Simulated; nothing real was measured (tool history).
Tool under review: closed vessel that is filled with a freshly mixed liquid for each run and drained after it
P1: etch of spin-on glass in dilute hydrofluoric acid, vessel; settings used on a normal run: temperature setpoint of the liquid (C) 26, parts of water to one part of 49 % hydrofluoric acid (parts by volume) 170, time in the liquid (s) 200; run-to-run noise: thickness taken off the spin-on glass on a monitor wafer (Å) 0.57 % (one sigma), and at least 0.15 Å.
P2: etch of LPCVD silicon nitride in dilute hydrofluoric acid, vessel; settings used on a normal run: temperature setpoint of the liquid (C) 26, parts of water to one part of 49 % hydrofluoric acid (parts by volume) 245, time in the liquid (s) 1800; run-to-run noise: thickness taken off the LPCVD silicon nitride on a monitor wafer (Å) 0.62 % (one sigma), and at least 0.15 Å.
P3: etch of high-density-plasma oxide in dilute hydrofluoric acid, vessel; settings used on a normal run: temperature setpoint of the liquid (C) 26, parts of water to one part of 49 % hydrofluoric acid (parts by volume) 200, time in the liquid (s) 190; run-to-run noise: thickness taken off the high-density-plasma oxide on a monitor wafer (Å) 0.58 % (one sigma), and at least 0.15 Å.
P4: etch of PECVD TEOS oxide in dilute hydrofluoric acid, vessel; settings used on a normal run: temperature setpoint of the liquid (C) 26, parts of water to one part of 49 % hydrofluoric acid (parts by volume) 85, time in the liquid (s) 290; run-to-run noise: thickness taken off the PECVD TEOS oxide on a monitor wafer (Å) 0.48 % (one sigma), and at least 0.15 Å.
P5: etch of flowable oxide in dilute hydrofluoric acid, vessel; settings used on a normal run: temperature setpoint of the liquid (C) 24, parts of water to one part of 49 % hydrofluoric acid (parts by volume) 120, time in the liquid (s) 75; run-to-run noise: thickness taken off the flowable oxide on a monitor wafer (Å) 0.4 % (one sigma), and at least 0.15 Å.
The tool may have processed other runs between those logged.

run   hour  process that ran  temperature setpoint of the liquid (C)  parts of water to one part of 49 % hydrofluoric acid (parts by volume)  time in the liquid (s)  hours since the thermometer was replaced  hours since the hydrofluoric acid flow meter was replaced  thickness taken off the spin-on glass on a monitor wafer (Å)  thickness taken off the PECVD TEOS oxide on a monitor wafer (Å)  thickness taken off the high-density-plasma oxide on a monitor wafer (Å)  thickness taken off the LPCVD silicon nitride on a monitor wafer (Å)  thickness taken off the flowable oxide on a monitor wafer (Å)
  1   16.3                P1                                      26                                                                     170                     200                                      1026                                                        281                                                        542.14
  2   30.4                P4                                      18                                                                      85                     290                                    1040.1                                                      295.1                                                                                                                         269.59
  3   44.1                P4                                      26                                                                      85                     290                                    1053.8                                                      308.8                                                                                                                         372.34
  4   54.8                P3                                      19                                                                     200                     190                                    1064.5                                                      319.5                                                                                                                                                                                                   41.338
  5   65.2                P2                                    33.5                                                                     245                    1800                                    1074.9                                                      329.9                                                                                                                                                                                                                                                                         62.335
  6   79.7                P5                                    19.5                                                                     120                      75                                    1089.4                                                      344.4                                                                                                                                                                                                                                                                                                                                        157.79
  7   94.3                P1                                      26                                                                     170                      30                                      1104                                                        359                                                        81.253
  8  110.1                P2                                      26                                                                     245                     975                                    1119.8                                                      374.8                                                                                                                                                                                                                                                                         21.831
  9  127.1                P1                                      26                                                                     170                     200                                    1136.8                                                      391.8                                                        540.42
 10  140.7                P3                                      26                                                                     290                     190                                    1150.4                                                      405.4                                                                                                                                                                                                   34.214
 11  156.6                P5                                      24                                                                      65                      75                                    1166.3                                                      421.3                                                                                                                                                                                                                                                                                                                                        372.66
 12  169.5                P1                                      26                                                                     170                     200                                    1179.2                                                      434.2                                                        542.45
 13  181.9                P4                                      26                                                                     140                     290                                    1191.6                                                      446.6                                                                                                                         212.25
 14  191.4                P2                                      26                                                                     245                    1800                                    1201.1                                                      456.1                                                                                                                                                                                                                                                                         40.214
 15  199.7                P1                                      26                                                                     255                     200                                    1209.4                                                      464.4                                                        327.65
 16  213.7                P1                                      26                                                                      55                     200                                    1223.4                                                      478.4                                                        1916.6
 17  229.1                P1                                      26                                                                     170                     200                                    1238.8                                                      493.8                                                        537.14
 18  236.6                P4                                      26                                                                      85                     290                                    1246.3                                                      501.3                                                                                                                         372.23
 19    245                P3                                      26                                                                     200                     190                                    1254.7                                                      509.7                                                                                                                                                                                                   54.226
 20  257.4                P2                                      26                                                                     245                    1800                                    1267.1                                                      522.1                                                                                                                                                                                                                                                                         40.299
 21  268.5                P5                                      24                                                                     120                      75                                    1278.2                                                      533.2                                                                                                                                                                                                                                                                                                                                        187.98
 22  279.4                P5                                      24                                                                     120                      75                                    1289.1                                                      544.1                                                                                                                                                                                                                                                                                                                                        187.88
 23  294.3                P1                                      31                                                                     170                     200                                      1304                                                        559                                                        649.73

The next listed run, before its measurement:
 24  309.4                P1                                      26                                                                     170                     200                                    1319.1                                                      574.1                                                             ?

{"run 24": {"thickness taken off the spin-on glass on a monitor wafer (Å)": 536.71}}

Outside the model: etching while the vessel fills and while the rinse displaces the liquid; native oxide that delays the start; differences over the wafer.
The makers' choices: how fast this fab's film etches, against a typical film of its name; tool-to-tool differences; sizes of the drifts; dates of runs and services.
